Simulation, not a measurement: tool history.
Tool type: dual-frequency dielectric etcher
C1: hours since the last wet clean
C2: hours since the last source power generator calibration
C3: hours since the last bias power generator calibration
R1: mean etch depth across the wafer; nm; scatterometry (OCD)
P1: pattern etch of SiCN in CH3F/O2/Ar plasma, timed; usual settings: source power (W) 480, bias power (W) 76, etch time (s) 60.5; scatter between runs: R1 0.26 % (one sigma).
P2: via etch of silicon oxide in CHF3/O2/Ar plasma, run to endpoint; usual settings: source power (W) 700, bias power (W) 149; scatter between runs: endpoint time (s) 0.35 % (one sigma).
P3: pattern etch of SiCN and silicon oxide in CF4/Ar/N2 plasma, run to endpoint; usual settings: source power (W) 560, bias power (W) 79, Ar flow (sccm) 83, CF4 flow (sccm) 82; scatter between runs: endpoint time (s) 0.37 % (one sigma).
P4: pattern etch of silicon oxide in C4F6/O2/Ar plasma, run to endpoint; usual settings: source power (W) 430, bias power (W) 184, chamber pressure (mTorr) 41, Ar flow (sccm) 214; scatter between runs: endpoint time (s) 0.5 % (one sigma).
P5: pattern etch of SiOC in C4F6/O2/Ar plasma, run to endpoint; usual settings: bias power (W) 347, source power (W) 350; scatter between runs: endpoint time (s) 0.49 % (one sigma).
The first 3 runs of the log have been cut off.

{"run": 4, "hour": 34.6, "process that ran": "P3", "source power (W)": 450, "bias power (W)": 79, "Ar flow (sccm)": 83, "CF4 flow (sccm)": 82, "C1": 147.7, "C2": 1929, "C3": 3519.9, "endpoint time (s)": 16.72}
{"run": 5, "hour": 47.3, "process that ran": "P3", "source power (W)": 560, "bias power (W)": 79, "Ar flow (sccm)": 83, "CF4 flow (sccm)": 112, "C1": 160.4, "C2": 1941.7, "C3": 3532.6, "endpoint time (s)": 13.154}
{"run": 6, "hour": 55.0, "process that ran": "P2", "source power (W)": 910, "bias power (W)": 149, "C1": 168.1, "C2": 1949.4, "C3": 3540.3, "endpoint time (s)": 269.9}
{"run": 7, "hour": 66.8, "process that ran": "P3", "source power (W)": 560, "bias power (W)": 60, "Ar flow (sccm)": 83, "CF4 flow (sccm)": 82, "C1": 179.9, "C2": 1961.2, "C3": 3552.1, "endpoint time (s)": 14.963}
{"run": 8, "hour": 73.3, "process that ran": "P1", "source power (W)": 480, "bias power (W)": 76, "etch time (s)": 76.5, "C1": 186.4, "C2": 1967.7, "C3": 3558.6, "R1": 30.7}
{"run": 9, "hour": 82.4, "process that ran": "P1", "source power (W)": 480, "bias power (W)": 76, "etch time (s)": 60.5, "C1": 195.5, "C2": 1976.8, "C3": 3567.7, "R1": 24.281}
{"run": 10, "hour": 90.1, "process that ran": "P1", "source power (W)": 480, "bias power (W)": 53, "etch time (s)": 60.5, "C1": 203.2, "C2": 1984.5, "C3": 3575.4, "R1": 21.543}
{"run": 11, "hour": 101.9, "process that ran": "P3", "source power (W)": 560, "bias power (W)": 79, "Ar flow (sccm)": 67, "CF4 flow (sccm)": 82, "C1": 215, "C2": 1996.3, "C3": 3587.2, "endpoint time (s)": 13.393}
{"hour": 107.5, "done": "wet clean of the chamber"}
{"run": 12, "hour": 115.5, "process that ran": "P5", "source power (W)": 240, "bias power (W)": 347, "C1": 8, "C2": 2009.9, "C3": 3600.8, "endpoint time (s)": 21.951}
{"hour": 123.6, "done": "bias power generator calibrated"}
{"run": 13, "hour": 124.9, "process that ran": "P4", "source power (W)": 430, "bias power (W)": 184, "Ar flow (sccm)": 256, "chamber pressure (mTorr)": 41, "C1": 17.4, "C2": 2019.3, "C3": 1.4, "endpoint time (s)": 14.776}
{"run": 14, "hour": 134.6, "process that ran": "P5", "source power (W)": 350, "bias power (W)": 347, "C1": 27.1, "C2": 2029, "C3": 11.1, "endpoint time (s)": 19.217}
{"run": 15, "hour": 146.9, "process that ran": "P5", "source power (W)": 350, "bias power (W)": 347, "C1": 39.4, "C2": 2041.3, "C3": 23.4, "endpoint time (s)": 19.115}
{"run": 16, "hour": 157.7, "process that ran": "P1", "source power (W)": 480, "bias power (W)": 76, "etch time (s)": 60.5, "C1": 50.2, "C2": 2052.1, "C3": 34.2, "R1": 24.321}
{"run": 17, "hour": 165.4, "process that ran": "P2", "source power (W)": 700, "bias power (W)": 97, "C1": 57.9, "C2": 2059.8, "C3": 41.9, "endpoint time (s)": 339.57}
{"run": 18, "hour": 174.8, "process that ran": "P4", "source power (W)": 430, "bias power (W)": 184, "Ar flow (sccm)": 214, "chamber pressure (mTorr)": 41, "C1": 67.3, "C2": 2069.2, "C3": 51.3, "endpoint time (s)": 14.411}
{"run": 19, "hour": 182.0, "process that ran": "P2", "source power (W)": 700, "bias power (W)": 149, "C1": 74.5, "C2": 2076.4, "C3": 58.5, "endpoint time (s)": 299.12}
{"run": 20, "hour": 190.4, "process that ran": "P4", "source power (W)": 270, "bias power (W)": 184, "Ar flow (sccm)": 214, "chamber pressure (mTorr)": 41, "C1": 82.9, "C2": 2084.8, "C3": 66.9, "endpoint time (s)": 17.111}
{"run": 21, "hour": 200.1, "process that ran": "P4", "source power (W)": 430, "bias power (W)": 184, "Ar flow (sccm)": 214, "chamber pressure (mTorr)": 41, "C1": 92.6, "C2": 2094.5, "C3": 76.6, "endpoint time (s)": 14.4}
{"run": 22, "hour": 211.1, "process that ran": "P2", "source power (W)": 700, "bias power (W)": 149, "C1": 103.6, "C2": 2105.5, "C3": 87.6, "endpoint time (s)": 300.28}
{"run": 23, "hour": 222.7, "process that ran": "P4", "source power (W)": 430, "bias power (W)": 129, "Ar flow (sccm)": 214, "chamber pressure (mTorr)": 41, "C1": 115.2, "C2": 2117.1, "C3": 99.2, "endpoint time (s)": 16.213}

What will run 24 give?
{"run": 24, "hour": 236.2, "process that ran": "P1", "source power (W)": 310, "bias power (W)": 76, "etch time (s)": 60.5, "C1": 128.7, "C2": 2130.6, "C3": 112.7, "R1": "?"}

Run 24 gave R1 20.677 nm.
